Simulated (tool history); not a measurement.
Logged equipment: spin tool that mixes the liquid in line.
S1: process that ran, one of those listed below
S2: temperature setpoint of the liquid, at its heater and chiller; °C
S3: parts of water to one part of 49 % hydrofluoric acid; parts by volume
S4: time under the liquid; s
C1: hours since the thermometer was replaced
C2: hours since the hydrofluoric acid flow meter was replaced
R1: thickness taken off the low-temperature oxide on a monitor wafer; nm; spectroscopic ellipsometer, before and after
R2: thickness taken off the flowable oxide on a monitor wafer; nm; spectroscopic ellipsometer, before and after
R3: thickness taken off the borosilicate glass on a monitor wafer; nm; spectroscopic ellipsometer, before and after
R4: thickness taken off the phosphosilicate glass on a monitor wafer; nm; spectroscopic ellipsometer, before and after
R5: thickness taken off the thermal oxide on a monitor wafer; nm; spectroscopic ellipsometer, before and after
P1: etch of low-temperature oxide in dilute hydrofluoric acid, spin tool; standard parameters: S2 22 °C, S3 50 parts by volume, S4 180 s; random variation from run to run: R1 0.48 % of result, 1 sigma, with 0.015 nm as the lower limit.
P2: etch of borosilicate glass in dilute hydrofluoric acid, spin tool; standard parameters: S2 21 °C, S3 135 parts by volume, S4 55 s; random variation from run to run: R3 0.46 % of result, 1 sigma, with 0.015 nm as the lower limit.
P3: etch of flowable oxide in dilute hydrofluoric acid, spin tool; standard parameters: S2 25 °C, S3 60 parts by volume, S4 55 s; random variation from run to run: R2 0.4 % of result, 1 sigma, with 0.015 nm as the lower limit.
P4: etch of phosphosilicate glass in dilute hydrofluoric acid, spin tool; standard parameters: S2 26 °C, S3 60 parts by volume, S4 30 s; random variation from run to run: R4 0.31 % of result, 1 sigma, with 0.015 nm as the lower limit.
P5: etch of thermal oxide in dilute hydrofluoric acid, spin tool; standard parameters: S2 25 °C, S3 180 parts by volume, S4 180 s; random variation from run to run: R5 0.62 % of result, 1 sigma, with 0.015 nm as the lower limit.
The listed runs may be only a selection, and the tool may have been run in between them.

run 1 hour=6.2 | S1=P1 S2=22 S3=50 S4=180 | C1=1304.5 C2=192.9 | R1=38.058
run 2 hour=15.7 | S1=P3 S2=25 S3=60 S4=55 | C1=1314 C2=202.4 | R2=42.367
run 3 hour=26 | S1=P2 S2=17 S3=135 S4=55 | C1=1324.3 C2=212.7 | R3=5.7629
run 4 hour=31.6 | S1=P3 S2=25 S3=20 S4=55 | C1=1329.9 C2=218.3 | R2=132.18
run 5 hour=42 | S1=P4 S2=22 S3=60 S4=30 | C1=1340.3 C2=228.7 | R4=47.729
run 6 hour=51.3 | S1=P3 S2=31 S3=60 S4=55 | C1=1349.6 C2=238 | R2=53.123
run 7 hour=59.1 | S1=P4 S2=26 S3=60 S4=60 | C1=1357.4 C2=245.8 | R4=113.25
run 8 hour=65.4 | S1=P5 S2=25 S3=260 S4=180 | C1=1363.7 C2=252.1 | R5=2.9778
run 9 hour=74.7 | S1=P4 S2=26 S3=20 S4=30 | C1=1373 C2=261.4 | R4=179.5
run 10 hour=79.8 | S1=P3 S2=25 S3=60 S4=15 | C1=1378.1 C2=266.5 | R2=11.377
run 11 hour=84.9 | S1=P4 S2=26 S3=60 S4=30 | C1=1383.2 C2=271.6 | R4=56.053
run 12 hour=93.4 | S1=P1 S2=22 S3=50 S4=180 | C1=1391.7 C2=280.1 | R1=38.027
run 13 hour=98.7 | S1=P1 S2=27.5 S3=50 S4=180 | C1=1397 C2=285.4 | R1=47.661
run 14 hour=103.7 | S1=P5 S2=25 S3=180 S4=65 | C1=1402 C2=290.4 | R5=1.6547
run 15 hour=113.2 | S1=P1 S2=17 S3=50 S4=180 | C1=1411.5 C2=299.9 | R1=30.318
run 16 hour=123.9 | S1=P1 S2=22 S3=50 S4=180 | C1=1422.2 C2=310.6 | R1=37.902
run 17 hour=133.2 | S1=P1 S2=30 S3=50 S4=25 | C1=1431.5 C2=319.9 | R1=7.3514
run 18 hour=142.6 | S1=P2 S2=21 S3=55 S4=55 | C1=1440.9 C2=329.3 | R3=18.257
run 19 hour=150.2 | S1=P5 S2=25 S3=180 S4=180 | C1=1448.5 C2=336.9 | R5=4.6068
run 20 hour=158.6 | S1=P5 S2=33.5 S3=180 S4=180 | C1=1456.9 C2=345.3 | R5=6.2749
run 21 hour=166.2 | S1=P1 S2=22 S3=20 S4=180 | C1=1464.5 C2=352.9 | R1=97.727
run 22 hour=175.7 | S1=P1 S2=22 S3=85 S4=180 | C1=1474 C2=362.4 | R1=21.385
run 23 hour=181.8 | S1=P1 S2=22 S3=50 S4=295 | C1=1480.1 C2=368.5 | R1=61.766
run 24 hour=192.3 | S1=P1 S2=22 S3=50 S4=180 | C1=1490.6 C2=379 | R1=37.784
-- hour=201.6 thermometer replaced
run 25 hour=202.1 | S1=P5 S2=25 S3=180 S4=180 | C1=0.5 C2=388.8 | R5=4.6779
run 26 hour=212.8 | S1=P2 S2=21 S3=135 S4=55 | C1=11.2 C2=399.5 | R3=6.682
run 27 hour=222.8 | S1=P2 S2=21 S3=135 S4=90 | C1=21.2 C2=409.5 | R3=11.175
run 28 hour=229 | S1=P1 S2=22 S3=50 S4=15 | C1=27.4 C2=415.7 | R1=3.1654
run 29 hour=239.1 | S1=P1 S2=22 S3=50 S4=180 | C1=37.5 C2=425.8 | R1=38.084
run 30 hour=248.6 | S1=P1 S2=22 S3=50 S4=180 | C1=47 C2=435.3 | R1=39.345
run 31 hour=255.9 | S1=P1 S2=22 S3=50 S4=180 | C1=54.3 C2=442.6 | R1=39.99
run 32 hour=266.6 | S1=P1 S2=22 S3=50 S4=180 | C1=65 C2=453.3 | R1=40.404
run 33 hour=277.2 | S1=P1 S2=22 S3=50 S4=180 | C1=75.6 C2=463.9 | R1=40.597
run 34 hour=282.1 | S1=P1 S2=22 S3=50 S4=180 | C1=80.5 C2=468.8 | R1=40.839
run 35 hour=289.8 | S1=P1 S2=22 S3=50 S4=180 | C1=88.2 C2=476.5 | R1=40.604

Something has made what P1 gives creep away from where it was; the 2 causes below, each at its own stated size, fit the log equally well:
A: liquid hotter than its thermometer reads (K) = 1.69
B: hydrofluoric acid flow above the setpoint (%) = 6.8
The drift started at roughly hour 239.1.

The list below offers 4 check runs, each averaging the results of 3 wafers, and shows each result as a question mark. For which of them would the listed causes give clearly different results?
run check 1 hour=297.5 | S1=P2 S2=21 S3=80 S4=55 | R3=?
run check 2 hour=297.5 | S1=P3 S2=25 S3=25 S4=55 | R2=?
run check 3 hour=297.5 | S1=P5 S2=32 S3=255 S4=180 | R5=?
run check 4 hour=297.5 | S1=P4 S2=26 S3=30 S4=50 | R4=?

If the cause were each of the candidates in turn, the checks would give the following:
check=check_1 result=R3 if_A=12.973 if_B=13.006
check=check_2 result=R2 if_A=113.6 if_B=113.36
check=check_3 result=R5 if_A=4.0408 if_B=4.1691
check=check_4 result=R4 if_A=210.19 if_B=210.04
Per-check spread between the two closest causes, in the result where they differ most: check 1 0.25 %; check 2 0.22 %; check 3 3.13 %; check 4 0.07 %
Check 3 distinguishes between the causes, while the remaining checks would return nearly the same result for all of them.

Running check 3 produced the following: R5 4.0474 nm. Which one of the listed causes fits?

It is A: liquid hotter than its thermometer reads (K).
